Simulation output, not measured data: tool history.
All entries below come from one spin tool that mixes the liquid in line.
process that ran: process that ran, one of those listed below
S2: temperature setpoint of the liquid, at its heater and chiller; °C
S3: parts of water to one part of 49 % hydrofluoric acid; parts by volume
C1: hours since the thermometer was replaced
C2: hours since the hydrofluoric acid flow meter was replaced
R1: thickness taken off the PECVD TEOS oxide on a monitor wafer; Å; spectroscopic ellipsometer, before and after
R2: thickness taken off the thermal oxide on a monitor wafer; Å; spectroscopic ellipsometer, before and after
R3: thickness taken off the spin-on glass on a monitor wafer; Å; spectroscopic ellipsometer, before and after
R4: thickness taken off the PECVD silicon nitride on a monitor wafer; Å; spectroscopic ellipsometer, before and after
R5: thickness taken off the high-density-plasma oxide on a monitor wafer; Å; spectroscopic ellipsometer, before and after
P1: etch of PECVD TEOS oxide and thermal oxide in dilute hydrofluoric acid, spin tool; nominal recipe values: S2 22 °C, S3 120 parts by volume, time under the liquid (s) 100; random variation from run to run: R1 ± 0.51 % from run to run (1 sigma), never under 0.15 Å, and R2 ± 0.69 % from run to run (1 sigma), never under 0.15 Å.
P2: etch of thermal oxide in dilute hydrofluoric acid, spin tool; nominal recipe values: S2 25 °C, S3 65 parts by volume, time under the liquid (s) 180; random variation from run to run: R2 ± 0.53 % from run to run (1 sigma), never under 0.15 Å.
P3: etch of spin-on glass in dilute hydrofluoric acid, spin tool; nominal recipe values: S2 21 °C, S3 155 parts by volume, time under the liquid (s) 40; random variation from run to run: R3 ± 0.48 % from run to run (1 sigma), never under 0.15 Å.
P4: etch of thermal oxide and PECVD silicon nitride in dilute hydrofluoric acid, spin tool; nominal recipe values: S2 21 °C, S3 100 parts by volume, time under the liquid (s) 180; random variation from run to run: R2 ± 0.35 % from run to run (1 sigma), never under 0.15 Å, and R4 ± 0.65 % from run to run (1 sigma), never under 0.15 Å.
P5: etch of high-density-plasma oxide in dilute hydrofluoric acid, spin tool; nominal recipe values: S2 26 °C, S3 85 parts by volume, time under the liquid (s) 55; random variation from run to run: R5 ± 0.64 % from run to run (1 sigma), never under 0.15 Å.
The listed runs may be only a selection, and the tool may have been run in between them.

{"run": 1, "hour": 12.1, "process that ran": "P1", "S2": 22, "S3": 120, "time under the liquid (s)": 100, "C1": 358.7, "C2": 1372.1, "R1": 165.67, "R2": 35.705}
{"run": 2, "hour": 23.5, "process that ran": "P2", "S2": 25, "S3": 65, "time under the liquid (s)": 325, "C1": 370.1, "C2": 1383.5, "R2": 257.31}
{"run": 3, "hour": 38.8, "process that ran": "P3", "S2": 27, "S3": 155, "time under the liquid (s)": 40, "C1": 385.4, "C2": 1398.8, "R3": 113.76}
{"run": 4, "hour": 50.8, "process that ran": "P2", "S2": 25, "S3": 65, "time under the liquid (s)": 180, "C1": 397.4, "C2": 1410.8, "R2": 143.45}
{"run": 5, "hour": 66.0, "process that ran": "P1", "S2": 22, "S3": 120, "time under the liquid (s)": 55, "C1": 412.6, "C2": 1426, "R1": 91.724, "R2": 19.886}
{"run": 6, "hour": 76.4, "process that ran": "P2", "S2": 32.5, "S3": 65, "time under the liquid (s)": 180, "C1": 423, "C2": 1436.4, "R2": 190.37}
{"run": 7, "hour": 94.6, "process that ran": "P4", "S2": 21, "S3": 100, "time under the liquid (s)": 180, "C1": 441.2, "C2": 1454.6, "R2": 77.693, "R4": 43.207}
{"run": 8, "hour": 111.8, "process that ran": "P1", "S2": 22, "S3": 120, "time under the liquid (s)": 145, "C1": 458.4, "C2": 1471.8, "R1": 239.75, "R2": 51.465}
{"run": 9, "hour": 124.6, "process that ran": "P5", "S2": 26, "S3": 145, "time under the liquid (s)": 55, "C1": 471.2, "C2": 1484.6, "R5": 22.224}
{"run": 10, "hour": 137.5, "process that ran": "P1", "S2": 28.5, "S3": 120, "time under the liquid (s)": 100, "C1": 484.1, "C2": 1497.5, "R1": 213.2, "R2": 45.639}
{"run": 11, "hour": 146.7, "process that ran": "P4", "S2": 21, "S3": 55, "time under the liquid (s)": 180, "C1": 493.3, "C2": 1506.7, "R2": 148.32, "R4": 77.12}
{"run": 12, "hour": 155.2, "process that ran": "P5", "S2": 26, "S3": 85, "time under the liquid (s)": 110, "C1": 501.8, "C2": 1515.2, "R5": 83.239}
{"run": 13, "hour": 174.0, "process that ran": "P1", "S2": 22, "S3": 220, "time under the liquid (s)": 100, "C1": 520.6, "C2": 1534, "R1": 81.916, "R2": 17.431}
{"run": 14, "hour": 186.6, "process that ran": "P1", "S2": 22, "S3": 120, "time under the liquid (s)": 100, "C1": 533.2, "C2": 1546.6, "R1": 163.92, "R2": 35.888}
{"run": 15, "hour": 204.7, "process that ran": "P5", "S2": 19.5, "S3": 85, "time under the liquid (s)": 55, "C1": 551.3, "C2": 1564.7, "R5": 31.911}
{"run": 16, "hour": 220.4, "process that ran": "P1", "S2": 22, "S3": 120, "time under the liquid (s)": 100, "C1": 567, "C2": 1580.4, "R1": 165, "R2": 35.558}
{"run": 17, "hour": 229.0, "process that ran": "P3", "S2": 21, "S3": 155, "time under the liquid (s)": 40, "C1": 575.6, "C2": 1589, "R3": 90.111}
{"run": 18, "hour": 243.9, "process that ran": "P1", "S2": 19, "S3": 120, "time under the liquid (s)": 180, "C1": 590.5, "C2": 1603.9, "R1": 264.53, "R2": 57.337}
{"run": 19, "hour": 257.4, "process that ran": "P5", "S2": 26, "S3": 85, "time under the liquid (s)": 55, "C1": 604, "C2": 1617.4, "R5": 41.445}
{"run": 20, "hour": 268.2, "process that ran": "P3", "S2": 21, "S3": 155, "time under the liquid (s)": 80, "C1": 614.8, "C2": 1628.2, "R3": 179.72}
{"run": 21, "hour": 283.9, "process that ran": "P1", "S2": 22, "S3": 120, "time under the liquid (s)": 100, "C1": 630.5, "C2": 1643.9, "R1": 165.83, "R2": 35.243}
{"run": 22, "hour": 299.4, "process that ran": "P4", "S2": 21, "S3": 100, "time under the liquid (s)": 15, "C1": 646, "C2": 1659.4, "R2": 6.3917, "R4": 3.5877}
{"run": 23, "hour": 311.6, "process that ran": "P3", "S2": 21, "S3": 230, "time under the liquid (s)": 40, "C1": 658.2, "C2": 1671.6, "R3": 56.38}
{"run": 24, "hour": 328.8, "process that ran": "P4", "S2": 17, "S3": 100, "time under the liquid (s)": 180, "C1": 675.4, "C2": 1688.8, "R2": 65.687, "R4": 33.034}
{"run": 25, "hour": 341.4, "process that ran": "P2", "S2": 25, "S3": 30, "time under the liquid (s)": 180, "C1": 688, "C2": 1701.4, "R2": 319.99}
{"run": 26, "hour": 352.5, "process that ran": "P1", "S2": 17, "S3": 120, "time under the liquid (s)": 100, "C1": 699.1, "C2": 1712.5, "R1": 135.5, "R2": 29.187}
{"run": 27, "hour": 367.6, "process that ran": "P4", "S2": 21, "S3": 100, "time under the liquid (s)": 180, "C1": 714.2, "C2": 1727.6, "R2": 77.582, "R4": 43.351}
{"run": 28, "hour": 377.4, "process that ran": "P1", "S2": 22, "S3": 20, "time under the liquid (s)": 100, "C1": 724, "C2": 1737.4, "R1": 1132.1, "R2": 244.17}
{"run": 29, "hour": 392.9, "process that ran": "P1", "S2": 22, "S3": 120, "time under the liquid (s)": 100, "C1": 739.5, "C2": 1752.9, "R1": 166.23, "R2": 35.874}
{"run": 30, "hour": 405.8, "process that ran": "P1", "S2": 22, "S3": 120, "time under the liquid (s)": 100, "C1": 752.4, "C2": 1765.8, "R1": 165.39, "R2": 35.176}
{"run": 31, "hour": 419.0, "process that ran": "P2", "S2": 25, "S3": 65, "time under the liquid (s)": 180, "C1": 765.6, "C2": 1779, "R2": 142.84}
{"run": 32, "hour": 435.8, "process that ran": "P1", "S2": 22, "S3": 40, "time under the liquid (s)": 185, "C1": 782.4, "C2": 1795.8, "R1": 1009.7, "R2": 216.48}
{"run": 33, "hour": 454.8, "process that ran": "P1", "S2": 26, "S3": 120, "time under the liquid (s)": 35, "C1": 801.4, "C2": 1814.8, "R1": 68.162, "R2": 14.395}
{"run": 34, "hour": 470.4, "process that ran": "P5", "S2": 26, "S3": 85, "time under the liquid (s)": 55, "C1": 817, "C2": 1830.4, "R5": 41.764}
{"run": 35, "hour": 479.3, "process that ran": "P1", "S2": 22, "S3": 120, "time under the liquid (s)": 100, "C1": 825.9, "C2": 1839.3, "R1": 165.84, "R2": 36.362}
{"run": 36, "hour": 491.7, "process that ran": "P1", "S2": 22, "S3": 120, "time under the liquid (s)": 100, "C1": 838.3, "C2": 1851.7, "R1": 171.6, "R2": 37.081}
{"run": 37, "hour": 503.7, "process that ran": "P1", "S2": 22, "S3": 120, "time under the liquid (s)": 100, "C1": 850.3, "C2": 1863.7, "R1": 173.9, "R2": 37.561}
{"run": 38, "hour": 512.9, "process that ran": "P1", "S2": 22, "S3": 120, "time under the liquid (s)": 100, "C1": 859.5, "C2": 1872.9, "R1": 175.14, "R2": 38.012}
{"run": 39, "hour": 526.0, "process that ran": "P1", "S2": 22, "S3": 120, "time under the liquid (s)": 100, "C1": 872.6, "C2": 1886, "R1": 176.76, "R2": 38.133}
{"run": 40, "hour": 540.8, "process that ran": "P1", "S2": 22, "S3": 120, "time under the liquid (s)": 100, "C1": 887.4, "C2": 1900.8, "R1": 175.99, "R2": 38.334}
{"run": 41, "hour": 551.9, "process that ran": "P1", "S2": 22, "S3": 120, "time under the liquid (s)": 100, "C1": 898.5, "C2": 1911.9, "R1": 176.43, "R2": 38.042}

Something has made what P1 gives creep away from where it was; the 2 causes below, each at its own stated size, fit the log equally well:
A: hydrofluoric acid flow above the setpoint (%) = 5.82
B: liquid hotter than its thermometer reads (K) = 1.63
The creep began at about hour 479.3.

Question marks stand in for the results of the 4 check runs listed below, each run on one wafer. Under which run would the listed causes show clearly different results?
{"run": "check 1", "hour": 563.0, "process that ran": "P5", "S2": 26, "S3": 85, "time under the liquid (s)": 55, "R5": "?"}
{"run": "check 2", "hour": 563.0, "process that ran": "P2", "S2": 25, "S3": 65, "time under the liquid (s)": 180, "R2": "?"}
{"run": "check 3", "hour": 563.0, "process that ran": "P3", "S2": 21, "S3": 155, "time under the liquid (s)": 40, "R3": "?"}
{"run": "check 4", "hour": 563.0, "process that ran": "P4", "S2": 21, "S3": 100, "time under the liquid (s)": 180, "R2": "?", "R4": "?"}

What every check run would give for each of its results, assuming each possible cause in turn:
check=check_1 result=R5 if_A=44.304 if_B=44.349
check=check_2 result=R2 if_A=151.24 if_B=151.85
check=check_3 result=R3 if_A=96.507 if_B=96.303
check=check_4 result=R2 if_A=82.755 if_B=83.002
check=check_4 result=R4 if_A=45.8 if_B=48.34
Per check, the gap between the least separated pair of causes, taken in the result that splits them most: check 1 0.1 %; check 2 0.41 %; check 3 0.21 %; check 4 5.4 %
Check 4 tells the causes apart: in the others they would give nearly the same result.

Check 4 has now been run. It gave: R2 82.996 Å; R4 45.003 Å. Which of the candidate causes is it?

It is A: hydrofluoric acid flow above the setpoint (%).
